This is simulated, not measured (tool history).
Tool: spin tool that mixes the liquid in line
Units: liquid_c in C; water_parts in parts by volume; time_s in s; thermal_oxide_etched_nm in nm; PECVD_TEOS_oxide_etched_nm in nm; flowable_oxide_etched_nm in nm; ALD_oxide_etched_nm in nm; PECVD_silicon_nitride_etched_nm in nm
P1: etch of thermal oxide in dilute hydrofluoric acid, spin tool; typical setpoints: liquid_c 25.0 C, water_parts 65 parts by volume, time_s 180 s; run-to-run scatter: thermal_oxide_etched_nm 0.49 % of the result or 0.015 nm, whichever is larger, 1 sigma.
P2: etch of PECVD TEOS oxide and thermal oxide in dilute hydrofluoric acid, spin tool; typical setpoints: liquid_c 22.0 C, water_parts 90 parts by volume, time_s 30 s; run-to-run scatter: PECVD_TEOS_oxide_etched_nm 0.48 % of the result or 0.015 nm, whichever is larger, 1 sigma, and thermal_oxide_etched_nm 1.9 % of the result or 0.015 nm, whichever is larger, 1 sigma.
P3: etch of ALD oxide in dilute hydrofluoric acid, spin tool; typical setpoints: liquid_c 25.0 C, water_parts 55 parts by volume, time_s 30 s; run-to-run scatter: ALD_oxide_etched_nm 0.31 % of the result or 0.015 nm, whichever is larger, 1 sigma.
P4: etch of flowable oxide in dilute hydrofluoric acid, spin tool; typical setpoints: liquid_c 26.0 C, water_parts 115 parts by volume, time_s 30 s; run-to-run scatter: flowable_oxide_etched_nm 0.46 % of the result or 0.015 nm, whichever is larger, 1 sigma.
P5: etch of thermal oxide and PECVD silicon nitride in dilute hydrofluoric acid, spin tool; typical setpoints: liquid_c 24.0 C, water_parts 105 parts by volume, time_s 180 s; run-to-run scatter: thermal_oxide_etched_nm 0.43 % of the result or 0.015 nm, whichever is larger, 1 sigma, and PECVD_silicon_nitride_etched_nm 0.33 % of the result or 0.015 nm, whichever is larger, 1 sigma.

run   hour  process  liquid_c  water_parts  time_s  thermal_oxide_etched_nm  PECVD_TEOS_oxide_etched_nm  flowable_oxide_etched_nm  ALD_oxide_etched_nm  PECVD_silicon_nitride_etched_nm
  1    3.3       P1      25.0           65     180                 14.80000
  2    7.4       P2      22.0           90      30                  1.43490                      8.6619
  3   12.3       P2      22.0          130      30                  0.93836                      5.7523
  4   18.7       P4      26.0          115      30                                                                         8.6168
  5   23.6       P1      25.0           40     180                 24.91300
  6   28.4       P2      28.5           90      30                  1.83790                     11.2940
  7   32.3       P4      26.0          160      30                                                                         5.8661
  8   37.1       P3      25.0           55      45                                                                                             14.1980
  9   43.5       P4      22.5          115      30                                                                         7.4753
 10   50.3       P1      29.0           65     265                 25.56800
      50.9  -- hydrofluoric acid flow meter replaced
 11   56.9       P1      19.0           65     180                 11.46000
 12   62.7       P1      25.0           65     180                 14.79600
 13   70.2       P1      25.0           65     295                 24.23800
 14   77.1       P3      25.0           55      30                                                                                              9.4185
 15   84.3       P1      25.0          105     180                  8.66080
 16   91.0       P3      29.0           55      30                                                                                             11.0700
 17   95.2       P4      26.0          115      30                                                                         8.6345
 18  100.3       P5      24.0          165     180                  4.88700                                                                                                      3.8705
 19  105.7       P5      24.0          105      85                  3.93310                                                                                                      2.8764
 20  110.8       P1      29.0           65     180                 17.23500
 21  118.1       P1      25.0           65     180                 14.75800
 22  122.0       P2      22.0           90      55                  2.61950                     15.8610
 23  128.9       P1      25.0           65     180                 14.68600
 24  136.1       P1      25.0           65     180                 14.82400
 25  141.4       P1      25.0           65     180                 14.74400
 26  147.3       P5      29.5          105     180                 10.27200                                                                                                      8.5509
 27  151.8       P3      25.0           20      30                                                                                             27.2250
 28  158.6       P3      25.0           55      30                                                                                              9.4069
 29  162.8       P1      25.0           65      15                  1.23670
 30  167.7       P5      24.0          105     180                  8.29230                                                                                                      6.0670
 31  170.9       P4      26.0          115      65                                                                        18.5720
 32  176.9       P1      25.0           65     180                 14.91600
 33  183.1       P1      25.0           65     180                 14.36300
 34  188.9       P1      25.0           65     180                 13.98900
 35  195.3       P1      25.0           65     180                 13.89400
 36  202.1       P1      25.0           65     180                 13.76600
 37  205.3       P1      25.0           65     180                 13.56200
 38  210.3       P1      25.0           65     180                 13.64000
 39  214.1       P1      25.0           65     180                 13.58500
 40  219.2       P1      25.0           65     180                 13.59000
 41  222.5       P1      25.0           65     180                 13.58000
 42  229.1       P1      25.0           65     180                 13.48700
 43  233.3       P1      25.0           65     180                 13.51200

Something has made what P1 gives creep away from where it was; the 2 causes below, each at its own stated size, fit the log equally well:
A: liquid colder than its thermometer reads (K) = 2.21
B: hydrofluoric acid flow below the setpoint (%) = 7.9
Onset of the creep was near hour 176.9.

Of the 4 check runs listed below, each run on one wafer and each result written as a question mark, which would let you distinguish the listed causes because they would give clearly different results?
check 1  237.5       P2      22.0           90      30                        ?                           ?
check 2  237.5       P3      25.0           55      30                                                                                                   ?
check 3  237.5       P4      26.0          115      30                                                                              ?
check 4  237.5       P5      24.0          105     180                        ?                                                                                                           ?

What every check run would give for each of its results, assuming each possible cause in turn:
  check                           result     if A     if B
check 1          thermal_oxide_etched_nm  1.28110  1.28010
check 1       PECVD_TEOS_oxide_etched_nm   7.9559   7.9498
check 2              ALD_oxide_etched_nm   8.6027   8.6198
check 3         flowable_oxide_etched_nm   7.8782   7.8099
check 4          thermal_oxide_etched_nm  7.62080  7.58200
check 4  PECVD_silicon_nitride_etched_nm   5.2108   5.5626
How far apart the two closest causes lie, in the result that separates them most: check 1 0.08 %; check 2 0.2 %; check 3 0.87 %; check 4 6.53 %
Check 4 is the one run that separates the causes; every other check would come out nearly the same whichever cause is at work.

Then check 4 was run and gave: thermal_oxide_etched_nm 7.57120 nm; PECVD_silicon_nitride_etched_nm 5.6059 nm. Which cause is it?

The correct cause is B, namely: hydrofluoric acid flow below the setpoint (%).
